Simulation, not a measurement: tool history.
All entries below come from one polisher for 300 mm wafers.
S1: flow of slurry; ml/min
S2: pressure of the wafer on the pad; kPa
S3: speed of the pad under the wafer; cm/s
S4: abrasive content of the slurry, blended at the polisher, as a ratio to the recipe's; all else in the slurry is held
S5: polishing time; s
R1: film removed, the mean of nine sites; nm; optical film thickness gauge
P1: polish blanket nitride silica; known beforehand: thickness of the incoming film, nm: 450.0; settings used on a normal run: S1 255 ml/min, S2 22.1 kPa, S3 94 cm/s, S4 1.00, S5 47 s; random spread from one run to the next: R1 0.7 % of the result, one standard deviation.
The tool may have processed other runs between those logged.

Run 1, hour 12.4: S1 255 ml/min, S2 22.1 kPa, S3 94 cm/s, S4 1.00, S5 47 s. Result: R1 25.088 nm.
Run 2, hour 23.5: S1 255 ml/min, S2 22.1 kPa, S3 94 cm/s, S4 1.00, S5 47 s. Result: R1 24.626 nm.
At hour 39.2: slurry blender recalibrated.
Run 3, hour 42.2: S1 255 ml/min, S2 22.1 kPa, S3 94 cm/s, S4 1.40, S5 47 s. Result: R1 28.360 nm.
Run 4, hour 59.9: S1 255 ml/min, S2 22.1 kPa, S3 94 cm/s, S4 1.00, S5 47 s. Result: R1 24.793 nm.
Run 5, hour 69.6: S1 155 ml/min, S2 22.1 kPa, S3 94 cm/s, S4 1.00, S5 34 s. Result: R1 16.868 nm.
Run 6, hour 81.6: S1 255 ml/min, S2 22.1 kPa, S3 94 cm/s, S4 1.00, S5 47 s. Result: R1 24.617 nm.
Run 7, hour 93.7: S1 255 ml/min, S2 15.9 kPa, S3 94 cm/s, S4 1.00, S5 47 s. Result: R1 17.796 nm.
Run 8, hour 103.6: S1 195 ml/min, S2 22.1 kPa, S3 136 cm/s, S4 1.00, S5 47 s. Result: R1 32.049 nm.
Run 9, hour 119.5: S1 255 ml/min, S2 12.4 kPa, S3 94 cm/s, S4 0.65, S5 47 s. Result: R1 11.284 nm.
Run 10, hour 129.2: S1 255 ml/min, S2 22.1 kPa, S3 70 cm/s, S4 1.00, S5 47 s. Result: R1 19.349 nm.
Run 11, hour 145.8: S1 255 ml/min, S2 22.1 kPa, S3 94 cm/s, S4 1.00, S5 47 s. Result: R1 24.575 nm.
At hour 148.1: head pressure recalibrated.
Run 12, hour 164.2: S1 255 ml/min, S2 22.1 kPa, S3 94 cm/s, S4 1.00, S5 47 s. Result: R1 24.420 nm.
Run 13, hour 178.5: S1 350 ml/min, S2 22.1 kPa, S3 94 cm/s, S4 1.00, S5 47 s. Result: R1 25.399 nm.
Run 14, hour 188.9: S1 255 ml/min, S2 33.8 kPa, S3 94 cm/s, S4 1.00, S5 47 s. Result: R1 37.816 nm.
Run 15, hour 199.6: S1 255 ml/min, S2 22.1 kPa, S3 94 cm/s, S4 0.60, S5 47 s. Result: R1 18.797 nm.
Run 16, hour 211.1: S1 255 ml/min, S2 22.1 kPa, S3 130 cm/s, S4 1.00, S5 47 s. Result: R1 32.337 nm.
Run 17, hour 224.9: S1 175 ml/min, S2 22.1 kPa, S3 94 cm/s, S4 1.00, S5 47 s. Result: R1 23.699 nm.
Run 18, hour 241.0: S1 255 ml/min, S2 22.1 kPa, S3 94 cm/s, S4 1.00, S5 35 s. Result: R1 18.568 nm.
Run 19, hour 257.4: S1 255 ml/min, S2 22.1 kPa, S3 94 cm/s, S4 1.00, S5 73 s. Result: R1 38.415 nm.
Run 20, hour 276.0: S1 255 ml/min, S2 22.1 kPa, S3 94 cm/s, S4 1.00, S5 47 s. Result: R1 24.809 nm.
Run 21, hour 289.4: S1 255 ml/min, S2 22.1 kPa, S3 94 cm/s, S4 1.00, S5 47 s. Result: R1 23.669 nm.
Run 22, hour 303.3: S1 255 ml/min, S2 22.1 kPa, S3 94 cm/s, S4 1.00, S5 47 s. Result: R1 22.794 nm.

Predict the results of run 23:
Run 23, hour 313.1: S1 255 ml/min, S2 22.1 kPa, S3 94 cm/s, S4 1.00, S5 47 s. Result: R1 ?.

For run 23 the tool returned R1 22.597 nm.

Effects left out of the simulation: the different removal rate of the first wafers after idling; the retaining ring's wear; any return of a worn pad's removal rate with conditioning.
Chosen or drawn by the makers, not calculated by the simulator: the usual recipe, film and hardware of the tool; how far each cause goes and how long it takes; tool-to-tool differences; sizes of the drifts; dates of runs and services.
